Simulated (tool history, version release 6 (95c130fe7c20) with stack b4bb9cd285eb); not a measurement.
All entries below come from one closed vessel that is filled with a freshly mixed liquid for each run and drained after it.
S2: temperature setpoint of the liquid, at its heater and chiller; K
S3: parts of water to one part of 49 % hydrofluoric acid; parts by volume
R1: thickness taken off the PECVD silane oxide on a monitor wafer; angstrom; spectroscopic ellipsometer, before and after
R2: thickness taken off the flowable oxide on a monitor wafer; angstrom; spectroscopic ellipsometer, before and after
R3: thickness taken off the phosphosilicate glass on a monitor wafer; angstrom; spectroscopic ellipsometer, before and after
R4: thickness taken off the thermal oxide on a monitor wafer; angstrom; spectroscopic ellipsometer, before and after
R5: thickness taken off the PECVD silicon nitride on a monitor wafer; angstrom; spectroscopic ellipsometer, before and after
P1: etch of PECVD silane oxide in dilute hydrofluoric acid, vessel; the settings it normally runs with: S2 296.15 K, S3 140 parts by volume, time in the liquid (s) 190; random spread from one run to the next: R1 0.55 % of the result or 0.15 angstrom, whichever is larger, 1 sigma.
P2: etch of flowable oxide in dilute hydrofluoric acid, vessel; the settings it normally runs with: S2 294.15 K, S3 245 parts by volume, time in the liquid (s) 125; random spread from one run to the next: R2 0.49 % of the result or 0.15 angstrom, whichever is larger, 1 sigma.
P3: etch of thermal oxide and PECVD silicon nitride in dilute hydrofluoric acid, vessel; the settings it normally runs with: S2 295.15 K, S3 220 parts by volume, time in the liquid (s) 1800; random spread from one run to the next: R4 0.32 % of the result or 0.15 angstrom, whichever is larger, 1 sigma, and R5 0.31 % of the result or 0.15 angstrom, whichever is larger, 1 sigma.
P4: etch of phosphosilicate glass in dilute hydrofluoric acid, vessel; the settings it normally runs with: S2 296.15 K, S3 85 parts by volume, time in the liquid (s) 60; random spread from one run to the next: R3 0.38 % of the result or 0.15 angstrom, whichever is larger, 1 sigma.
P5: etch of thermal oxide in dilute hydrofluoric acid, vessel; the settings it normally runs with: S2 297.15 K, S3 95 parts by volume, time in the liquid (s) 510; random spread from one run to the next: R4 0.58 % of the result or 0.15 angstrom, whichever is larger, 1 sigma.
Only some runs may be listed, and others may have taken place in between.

run 1 hour=16 | process_that_ran=P1 S2=296.15 S3=140 time_in_the_liquid_(s)=190 | R1=472.41
run 2 hour=27.7 | process_that_ran=P2 S2=294.15 S3=245 time_in_the_liquid_(s)=125 | R2=88.884
run 3 hour=45.6 | process_that_ran=P4 S2=296.15 S3=85 time_in_the_liquid_(s)=30 | R3=410.38
run 4 hour=54.9 | process_that_ran=P4 S2=296.15 S3=85 time_in_the_liquid_(s)=60 | R3=820.17
run 5 hour=67.2 | process_that_ran=P2 S2=294.15 S3=245 time_in_the_liquid_(s)=125 | R2=88.196
run 6 hour=86.1 | process_that_ran=P3 S2=290.15 S3=220 time_in_the_liquid_(s)=1800 | R4=234.18 R5=300.1
run 7 hour=99.5 | process_that_ran=P1 S2=300.15 S3=140 time_in_the_liquid_(s)=190 | R1=548.29
run 8 hour=118.1 | process_that_ran=P5 S2=297.15 S3=95 time_in_the_liquid_(s)=510 | R4=270.05
run 9 hour=130.2 | process_that_ran=P1 S2=296.15 S3=140 time_in_the_liquid_(s)=190 | R1=474.06
run 10 hour=146.2 | process_that_ran=P5 S2=304.15 S3=95 time_in_the_liquid_(s)=510 | R4=353.49
run 11 hour=157.2 | process_that_ran=P4 S2=301.65 S3=85 time_in_the_liquid_(s)=60 | R3=1024.2
run 12 hour=171.4 | process_that_ran=P3 S2=295.15 S3=220 time_in_the_liquid_(s)=1800 | R4=281.72 R5=416.56
run 13 hour=184.1 | process_that_ran=P5 S2=297.15 S3=160 time_in_the_liquid_(s)=510 | R4=149.2
run 14 hour=201.2 | process_that_ran=P1 S2=296.15 S3=85 time_in_the_liquid_(s)=190 | R1=841.12
run 15 hour=219.5 | process_that_ran=P1 S2=296.15 S3=70 time_in_the_liquid_(s)=370 | R1=1995.8
run 16 hour=235.9 | process_that_ran=P3 S2=295.15 S3=400 time_in_the_liquid_(s)=1800 | R4=130.81 R5=230.85
run 17 hour=246 | process_that_ran=P3 S2=295.15 S3=220 time_in_the_liquid_(s)=3560 | R4=556.89 R5=825.03
run 18 hour=254.9 | process_that_ran=P2 S2=290.15 S3=245 time_in_the_liquid_(s)=125 | R2=76.222
run 19 hour=267 | process_that_ran=P1 S2=296.15 S3=140 time_in_the_liquid_(s)=55 | R1=138.6
run 20 hour=280.4 | process_that_ran=P1 S2=296.15 S3=140 time_in_the_liquid_(s)=190 | R1=472.86
run 21 hour=296.1 | process_that_ran=P2 S2=294.15 S3=245 time_in_the_liquid_(s)=40 | R2=28.067
run 22 hour=309.8 | process_that_ran=P4 S2=296.15 S3=30 time_in_the_liquid_(s)=60 | R3=2499.5
run 23 hour=320.4 | process_that_ran=P1 S2=296.15 S3=140 time_in_the_liquid_(s)=190 | R1=477.27
run 24 hour=331.5 | process_that_ran=P2 S2=294.15 S3=65 time_in_the_liquid_(s)=125 | R2=401.71
run 25 hour=343.9 | process_that_ran=P1 S2=296.15 S3=205 time_in_the_liquid_(s)=190 | R1=303.13
run 26 hour=361.8 | process_that_ran=P1 S2=296.15 S3=140 time_in_the_liquid_(s)=190 | R1=471.58
run 27 hour=370.8 | process_that_ran=P1 S2=296.15 S3=140 time_in_the_liquid_(s)=335 | R1=839.19
run 28 hour=381.9 | process_that_ran=P1 S2=290.15 S3=140 time_in_the_liquid_(s)=190 | R1=372.16
run 29 hour=396.1 | process_that_ran=P5 S2=297.15 S3=95 time_in_the_liquid_(s)=840 | R4=448.04
run 30 hour=405.8 | process_that_ran=P1 S2=296.15 S3=140 time_in_the_liquid_(s)=190 | R1=470.03
run 31 hour=422.2 | process_that_ran=P3 S2=295.15 S3=220 time_in_the_liquid_(s)=1800 | R4=283.37 R5=416.27
run 32 hour=431.1 | process_that_ran=P1 S2=296.15 S3=140 time_in_the_liquid_(s)=190 | R1=476.17
run 33 hour=439.6 | process_that_ran=P1 S2=296.15 S3=140 time_in_the_liquid_(s)=190 | R1=479.17
run 34 hour=453 | process_that_ran=P1 S2=296.15 S3=140 time_in_the_liquid_(s)=190 | R1=495.11
run 35 hour=465.8 | process_that_ran=P1 S2=296.15 S3=140 time_in_the_liquid_(s)=190 | R1=494.4
run 36 hour=483.5 | process_that_ran=P1 S2=296.15 S3=140 time_in_the_liquid_(s)=190 | R1=502.57
run 37 hour=492.7 | process_that_ran=P1 S2=296.15 S3=140 time_in_the_liquid_(s)=190 | R1=501.96
run 38 hour=504.8 | process_that_ran=P1 S2=296.15 S3=140 time_in_the_liquid_(s)=190 | R1=498.78
run 39 hour=518 | process_that_ran=P1 S2=296.15 S3=140 time_in_the_liquid_(s)=190 | R1=503.96
run 40 hour=528.2 | process_that_ran=P1 S2=296.15 S3=140 time_in_the_liquid_(s)=190 | R1=505.33

What P1 gives has crept away from where it was. These 2 causes fit the log equally well, each at the size given:
A: hydrofluoric acid flow above the setpoint (%) = 5.13
B: liquid hotter than its thermometer reads (K) = 1.5
Onset of the creep was near hour 431.1.

Which of the 4 check runs listed below separates the causes, so that each cause would produce a clearly different result? Each run uses one wafer, and its results are marked with question marks.
run check 1 hour=538.4 | process_that_ran=P5 S2=297.15 S3=160 time_in_the_liquid_(s)=510 | R4=?
run check 2 hour=538.4 | process_that_ran=P3 S2=290.15 S3=325 time_in_the_liquid_(s)=1800 | R4=? R5=?
run check 3 hour=538.4 | process_that_ran=P2 S2=294.15 S3=165 time_in_the_liquid_(s)=125 | R2=?
run check 4 hour=538.4 | process_that_ran=P4 S2=296.15 S3=50 time_in_the_liquid_(s)=30 | R3=?

Predicted outcomes, by check and by cause:
check=check_1 result=R4 if_A=158.23 if_B=157.85
check=check_2 result=R4 if_A=154.06 if_B=152.91
check=check_2 result=R5 if_A=216.57 if_B=227.52
check=check_3 result=R2 if_A=150.12 if_B=150.06
check=check_4 result=R3 if_A=770.94 if_B=777.64
Per-check spread between the two closest causes, in the result where they differ most: check 1 0.24 %; check 2 4.93 %; check 3 0.04 %; check 4 0.87 %
Only in check 2 would the causes give clearly different results; in the remaining checks their results would be nearly the same.

Here is what check 2 returned: R4 153.05 angstrom; R5 226.47 angstrom. Which cause is it?

It was cause B: liquid hotter than its thermometer reads (K).
